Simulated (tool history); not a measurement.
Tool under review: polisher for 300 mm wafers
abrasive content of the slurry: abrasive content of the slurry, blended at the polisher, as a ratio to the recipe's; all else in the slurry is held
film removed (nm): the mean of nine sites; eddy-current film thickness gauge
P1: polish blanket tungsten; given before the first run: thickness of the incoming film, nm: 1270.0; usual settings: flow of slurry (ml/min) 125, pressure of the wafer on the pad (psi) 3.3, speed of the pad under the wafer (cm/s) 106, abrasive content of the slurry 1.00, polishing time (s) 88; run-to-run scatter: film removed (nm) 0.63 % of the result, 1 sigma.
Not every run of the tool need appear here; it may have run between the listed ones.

run	hour	flow of slurry (ml/min)	pressure of the wafer on the pad (psi)	speed of the pad under the wafer (cm/s)	abrasive content of the slurry	polishing time (s)	wafers polished on this pad	hours since the slurry nozzle was cleaned	hours since the head pressure was calibrated	hours since the slurry blender was calibrated	hours since the slurry got fresh peroxide	film removed (nm)
1	9.5	125	3.3	106	1.00	88	173	256.5	394.7	93.6	110.6	330.93
2	21.2	125	4.2	106	1.00	88	287	268.2	406.4	105.3	122.3	425.79
3	31.2	200	3.3	106	1.00	88	383	278.2	416.4	115.3	132.3	366.04
4	42.2	95	3.3	106	0.80	88	490	289.2	427.4	126.3	143.3	298.51
5	48.8	125	3.3	106	0.55	88	554	295.8	434.0	132.9	149.9	289.11
# hour 49.5: slurry nozzle cleaned
6	55.5	125	3.3	106	1.00	88	619	6.1	440.7	139.6	156.6	336.29
7	61.2	125	1.5	106	1.00	88	674	11.8	446.4	145.3	162.3	150.84
8	68.2	125	3.3	106	1.00	88	742	18.8	453.4	152.3	169.3	333.78
9	76.0	125	3.3	106	1.00	88	817	26.6	461.2	160.1	177.1	333.56
# hour 83.6: slurry tank refilled with fresh slurry and peroxide
10	88.4	125	3.3	106	1.00	88	937	39.0	473.6	172.5	4.8	333.21
11	95.7	125	3.3	166	1.00	88	1008	46.3	480.9	179.8	12.1	527.16
12	102.2	125	3.3	106	1.00	132	1071	52.8	487.4	186.3	18.6	499.89
13	113.8	125	3.3	106	1.00	88	1183	64.4	499.0	197.9	30.2	335.68
14	124.6	125	5.1	106	1.20	88	1288	75.2	509.8	208.7	41.0	541.11
15	134.5	125	3.3	106	1.00	53	1384	85.1	519.7	218.6	50.9	201.97
16	141.3	125	1.8	106	1.00	117	1449	91.9	526.5	225.4	57.7	241.42
17	147.7	125	3.3	106	1.45	88	1511	98.3	532.9	231.8	64.1	366.20
18	160.1	75	3.3	106	1.00	88	1631	110.7	545.3	244.2	76.5	290.59
19	172.8	125	3.3	72	1.00	88	1754	123.4	558.0	256.9	89.2	227.10
20	179.6	125	3.3	106	1.00	88	1820	130.2	564.8	263.7	96.0	334.85
21	191.7	125	3.3	106	1.00	88	1937	142.3	576.9	275.8	108.1	315.99
22	201.9	125	3.3	106	1.00	88	2036	152.5	587.1	286.0	118.3	310.45
# hour 204.5: worn pad replaced by a new one
# hour 206.7: slurry blender recalibrated
23	210.7	125	3.3	106	1.00	88	60	161.3	595.9	4.1	127.1	309.06
# hour 216.2: slurry tank refilled with fresh slurry and peroxide
24	216.8	125	3.3	106	1.00	88	119	167.4	602.0	10.2	0.6	309.51
25	224.0	125	3.3	106	1.00	88	189	174.6	609.2	17.4	7.8	310.95

For run 26, what comes out?
26	233.2	125	3.3	106	1.00	88	278	183.8	618.4	26.6	17.0	?

film removed (nm): 304.34

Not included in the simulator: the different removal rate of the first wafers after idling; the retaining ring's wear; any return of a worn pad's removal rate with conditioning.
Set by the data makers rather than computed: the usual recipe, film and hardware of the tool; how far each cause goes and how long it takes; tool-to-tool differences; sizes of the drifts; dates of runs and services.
